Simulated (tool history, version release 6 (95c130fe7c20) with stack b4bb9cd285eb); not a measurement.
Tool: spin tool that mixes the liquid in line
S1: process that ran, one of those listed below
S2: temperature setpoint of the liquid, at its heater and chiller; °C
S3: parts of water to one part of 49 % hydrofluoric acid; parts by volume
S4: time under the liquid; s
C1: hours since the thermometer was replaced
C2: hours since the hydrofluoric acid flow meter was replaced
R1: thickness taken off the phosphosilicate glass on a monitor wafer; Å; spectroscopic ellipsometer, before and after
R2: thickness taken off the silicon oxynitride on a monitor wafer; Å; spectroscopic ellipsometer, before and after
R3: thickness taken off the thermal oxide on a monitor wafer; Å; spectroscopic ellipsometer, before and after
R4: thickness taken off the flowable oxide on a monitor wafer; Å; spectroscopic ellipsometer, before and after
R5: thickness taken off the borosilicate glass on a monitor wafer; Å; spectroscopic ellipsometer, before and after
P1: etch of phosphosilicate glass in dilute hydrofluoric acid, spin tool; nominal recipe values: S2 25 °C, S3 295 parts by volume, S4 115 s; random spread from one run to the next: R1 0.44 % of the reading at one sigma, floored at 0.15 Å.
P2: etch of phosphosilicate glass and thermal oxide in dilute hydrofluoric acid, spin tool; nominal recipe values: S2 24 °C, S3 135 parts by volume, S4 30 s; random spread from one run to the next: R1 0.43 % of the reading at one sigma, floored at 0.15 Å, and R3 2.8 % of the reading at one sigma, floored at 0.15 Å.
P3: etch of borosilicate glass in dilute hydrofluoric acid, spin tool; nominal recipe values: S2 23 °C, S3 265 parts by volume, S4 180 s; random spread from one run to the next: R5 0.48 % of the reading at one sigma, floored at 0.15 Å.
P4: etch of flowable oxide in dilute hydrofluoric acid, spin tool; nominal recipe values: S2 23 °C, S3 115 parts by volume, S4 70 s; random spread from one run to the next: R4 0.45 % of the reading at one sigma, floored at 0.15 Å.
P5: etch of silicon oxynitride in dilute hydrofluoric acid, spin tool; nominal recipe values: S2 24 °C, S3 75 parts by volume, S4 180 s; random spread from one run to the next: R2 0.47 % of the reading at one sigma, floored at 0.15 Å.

run   hour  S1    S2   S3   S4     C1     C2      R1      R2      R3      R4      R5
  1    4.9  P1    25  295  115  197.4  315.9  293.77
  2    9.2  P5    19   75  180  201.7  320.2          61.425
  3   14.8  P1    25  295   45  207.3  325.8  115.12
  4   19.3  P2    24  135   30  211.8  330.3  426.04          10.164
  5   23.5  P4    23  115   70    216  334.5                          153.97
  6     31  P1    25  295  115  223.5    342   294.2
  7   34.7  P3    23  265   90  227.2  345.7                                  45.516
  8   40.1  P1    25  295  210  232.6  351.1  533.93
  9   46.6  P4  29.5  115   70  239.1  357.6                           198.7
 10   50.5  P5    24   20  180    243  361.5          311.16
 11   56.8  P1    21  295  115  249.3  367.8  255.01
 12   62.2  P1    25  110  115  254.7  373.2  968.85
 13   65.7  P1  28.5  170  115  258.2  376.7  660.39
 14   69.3  P1  31.5  295  180  261.8  380.3  570.18
 15   76.1  P5    24   75   75  268.6  387.1          33.116
 16   82.7  P1    25  295  115  275.2  393.7  291.81
 17   89.3  P3    23  455  180  281.8  400.3                                  44.335
 18   93.7  P5    24   75  180  286.2  404.7          79.811
 19  101.3  P1    25  530  115  293.8  412.3  132.05
       103  -- thermometer replaced
 20  107.1  P1    25  295  115    4.1  418.1  293.93
 21  114.7  P3    19  265  180   11.7  425.7                                  78.553
 22    119  P1    25  295  115     16    430     291
 23    123  P2    24  135   15     20    434  212.24          4.7738
 24  127.6  P4    23  205   70   24.6  438.6                          79.132
 25  132.7  P3    23  265  180   29.7  443.7                                  90.723
 26  140.5  P4    23  115  110   37.5  451.5                          243.28
 27  147.2  P2    24  240   30   44.2  458.2  213.31          4.5373
 28    151  P2    24  135   30     48    462  425.18          9.5129
 29  157.4  P1    25   90  215   54.4  468.4  2267.1
 30  162.3  P4    23  115   70   59.3  473.3                          154.73

Forecast run 31:
 31  168.8  P1  31  295  115  65.8  479.8   ?

R1: 357.23 Å
